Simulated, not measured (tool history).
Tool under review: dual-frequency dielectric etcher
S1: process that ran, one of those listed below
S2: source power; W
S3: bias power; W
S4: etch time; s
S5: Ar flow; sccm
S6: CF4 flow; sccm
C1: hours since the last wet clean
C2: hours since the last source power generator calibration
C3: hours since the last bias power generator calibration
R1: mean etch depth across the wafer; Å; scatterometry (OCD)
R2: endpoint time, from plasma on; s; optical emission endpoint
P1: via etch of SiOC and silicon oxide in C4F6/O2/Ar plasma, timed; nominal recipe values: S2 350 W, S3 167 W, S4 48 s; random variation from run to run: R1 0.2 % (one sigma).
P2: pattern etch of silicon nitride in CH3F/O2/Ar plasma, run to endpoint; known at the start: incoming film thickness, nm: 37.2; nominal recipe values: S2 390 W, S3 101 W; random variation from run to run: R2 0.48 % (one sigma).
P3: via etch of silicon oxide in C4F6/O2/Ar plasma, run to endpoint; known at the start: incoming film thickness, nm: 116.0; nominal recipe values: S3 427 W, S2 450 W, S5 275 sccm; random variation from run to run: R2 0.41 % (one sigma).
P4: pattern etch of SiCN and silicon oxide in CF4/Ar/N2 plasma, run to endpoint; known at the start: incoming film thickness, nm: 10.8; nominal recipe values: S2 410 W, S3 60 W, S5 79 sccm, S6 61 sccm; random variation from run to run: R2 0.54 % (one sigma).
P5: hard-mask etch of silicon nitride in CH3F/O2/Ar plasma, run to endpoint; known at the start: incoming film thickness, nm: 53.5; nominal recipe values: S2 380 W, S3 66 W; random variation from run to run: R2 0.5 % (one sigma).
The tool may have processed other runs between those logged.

| run | hour | S1 | S2 | S3 | S4 | S5 | S6 | C1 | C2 | C3 | R1 | R2 |
|---|---|---|---|---|---|---|---|---|---|---|---|---|
| 1 | 9.0 | P1 | 350 | 167 | 48 |  |  | 305.2 | 1311.0 | 1585.2 | 523.58 |  |
| 2 | 20.2 | P5 | 380 | 66 |  |  |  | 316.4 | 1322.2 | 1596.4 |  | 81.626 |
| 3 | 31.2 | P2 | 220 | 101 |  |  |  | 327.4 | 1333.2 | 1607.4 |  | 61.324 |
| 4 | 37.6 | P3 | 320 | 427 |  | 275 |  | 333.8 | 1339.6 | 1613.8 |  | 29.981 |
| 5 | 47.5 | P1 | 350 | 167 | 48 |  |  | 343.7 | 1349.5 | 1623.7 | 524.41 |  |
| 6 | 58.6 | P1 | 350 | 167 | 33 |  |  | 354.8 | 1360.6 | 1634.8 | 359.85 |  |
| 7 | 67.1 | P4 | 410 | 60 |  | 79 | 79 | 363.3 | 1369.1 | 1643.3 |  | 13.483 |
| 8 | 78.4 | P3 | 450 | 582 |  | 275 |  | 374.6 | 1380.4 | 1654.6 |  | 23.512 |
| 9 | 85.1 | P5 | 220 | 66 |  |  |  | 381.3 | 1387.1 | 1661.3 |  | 100.280 |
| 10 | 91.5 | P4 | 410 | 35 |  | 79 | 61 | 387.7 | 1393.5 | 1667.7 |  | 16.755 |
| 11 | 100.9 | P1 | 430 | 167 | 48 |  |  | 397.1 | 1402.9 | 1677.1 | 569.54 |  |
| 12 | 109.6 | P1 | 350 | 167 | 48 |  |  | 405.8 | 1411.6 | 1685.8 | 521.83 |  |
| 13 | 118.0 | P3 | 450 | 427 |  | 174 |  | 414.2 | 1420.0 | 1694.2 |  | 25.107 |
| 14 | 123.9 | P4 | 410 | 60 |  | 103 | 61 | 420.1 | 1425.9 | 1700.1 |  | 14.687 |
| 15 | 134.5 | P4 | 540 | 60 |  | 79 | 61 | 430.7 | 1436.5 | 1710.7 |  | 11.186 |
| 16 | 139.5 | P2 | 390 | 101 |  |  |  | 435.7 | 1441.5 | 1715.7 |  | 49.273 |
| 17 | 145.3 | P1 | 350 | 167 | 67 |  |  | 441.5 | 1447.3 | 1721.5 | 731.41 |  |
| 18 | 156.3 | P1 | 280 | 214 | 48 |  |  | 452.5 | 1458.3 | 1732.5 | 520.56 |  |
| 19 | 167.4 | P1 | 350 | 167 | 48 |  |  | 463.6 | 1469.4 | 1743.6 | 522.26 |  |
| 20 | 173.5 | P2 | 390 | 101 |  |  |  | 469.7 | 1475.5 | 1749.7 |  | 49.234 |
| 21 | 182.9 | P2 | 390 | 127 |  |  |  | 479.1 | 1484.9 | 1759.1 |  | 45.316 |
| 22 | 194.0 | P3 | 450 | 427 |  | 275 |  | 490.2 | 1496.0 | 1770.2 |  | 26.448 |
| 23 | 203.9 | P1 | 350 | 167 | 48 |  |  | 500.1 | 1505.9 | 1780.1 | 522.91 |  |
| 24 | 210.6 | P1 | 350 | 102 | 48 |  |  | 506.8 | 1512.6 | 1786.8 | 451.41 |  |
| 25 | 218.4 | P1 | 230 | 167 | 48 |  |  | 514.6 | 1520.4 | 1794.6 | 445.91 |  |
| 26 | 227.6 | P1 | 230 | 167 | 65 |  |  | 523.8 | 1529.6 | 1803.8 | 600.50 |  |
| 27 | 238.5 | P4 | 410 | 60 |  | 79 | 61 | 534.7 | 1540.5 | 1814.7 |  | 14.142 |
| 28 | 249.1 | P1 | 350 | 203 | 48 |  |  | 545.3 | 1551.1 | 1825.3 | 559.52 |  |
| 29 | 255.5 | P5 | 380 | 40 |  |  |  | 551.7 | 1557.5 | 1831.7 |  | 95.664 |
| 30 | 266.6 | P1 | 350 | 167 | 48 |  |  | 562.8 | 1568.6 | 1842.8 | 524.36 |  |
| 31 | 272.7 | P1 | 350 | 167 | 48 |  |  | 568.9 | 1574.7 | 1848.9 | 524.55 |  |
| 32 | 281.0 | P1 | 350 | 167 | 48 |  |  | 577.2 | 1583.0 | 1857.2 | 526.96 |  |
| 33 | 289.0 | P1 | 350 | 167 | 48 |  |  | 585.2 | 1591.0 | 1865.2 | 527.80 |  |
| 34 | 296.9 | P1 | 350 | 167 | 48 |  |  | 593.1 | 1598.9 | 1873.1 | 529.34 |  |
| 35 | 305.9 | P1 | 350 | 167 | 48 |  |  | 602.1 | 1607.9 | 1882.1 | 527.70 |  |
| 36 | 313.1 | P1 | 350 | 167 | 48 |  |  | 609.3 | 1615.1 | 1889.3 | 530.36 |  |
| 37 | 321.2 | P1 | 350 | 167 | 48 |  |  | 617.4 | 1623.2 | 1897.4 | 529.84 |  |
| 38 | 326.4 | P1 | 350 | 167 | 48 |  |  | 622.6 | 1628.4 | 1902.6 | 531.12 |  |
|  | 331.6 | wet clean of the chamber |
| 39 | 334.6 | P1 | 350 | 167 | 48 |  |  | 3.0 | 1636.6 | 1910.8 | 531.13 |  |
| 40 | 342.1 | P1 | 350 | 167 | 48 |  |  | 10.5 | 1644.1 | 1918.3 | 529.28 |  |
| 41 | 348.3 | P1 | 350 | 167 | 48 |  |  | 16.7 | 1650.3 | 1924.5 | 530.47 |  |
| 42 | 359.5 | P1 | 350 | 167 | 48 |  |  | 27.9 | 1661.5 | 1935.7 | 531.13 |  |

P1 no longer gives what it gave before; its output has crept away from where it was. The following 2 causes, each at its listed size, fit the log equally well:
A: source power that arrives over what is set, % = 3.89
B: bias power that arrives over what is set, % = 4.72
The gradual shift began around hour 272.7.
Excluded causes, each with its reason:
chamber walls in a state that raises the etch rate, %: its service at hour 331.6 followed the start of the drift and did not put the process back to its old value

Which of the check runs below tells the causes apart, meaning the causes would give it clearly different results? Each run uses 5 wafers whose results are averaged, and each result is shown as a question mark.
| check 1 | 370.7 | P3 | 450 | 427 |  | 233 |  |  |  |  |  | ? |
| check 2 | 370.7 | P2 | 250 | 116 |  |  |  |  |  |  |  | ? |
| check 3 | 370.7 | P5 | 270 | 43 |  |  |  |  |  |  |  | ? |
| check 4 | 370.7 | P4 | 410 | 46 |  | 79 | 61 |  |  |  |  | ? |

If the cause were each of the candidates in turn, the checks would give the following:
| check | result | if A | if B |
|---|---|---|---|
| check 1 | R2 | 25.595 | 25.529 |
| check 2 | R2 | 54.438 | 54.225 |
| check 3 | R2 | 104.830 | 104.870 |
| check 4 | R2 | 14.861 | 15.164 |
Gap, in per cent, between the two causes that each check separates least, read from the result that separates them most: check 1 0.26 %; check 2 0.39 %; check 3 0.04 %; check 4 2.02 %
The other checks would show nearly matching results whichever cause is true, so check 4 is the only one that separates the causes.

Check 4 was carried out, with these results: R2 14.846 s. Which of the listed causes is responsible?

The cause is A: source power that arrives over what is set, %.

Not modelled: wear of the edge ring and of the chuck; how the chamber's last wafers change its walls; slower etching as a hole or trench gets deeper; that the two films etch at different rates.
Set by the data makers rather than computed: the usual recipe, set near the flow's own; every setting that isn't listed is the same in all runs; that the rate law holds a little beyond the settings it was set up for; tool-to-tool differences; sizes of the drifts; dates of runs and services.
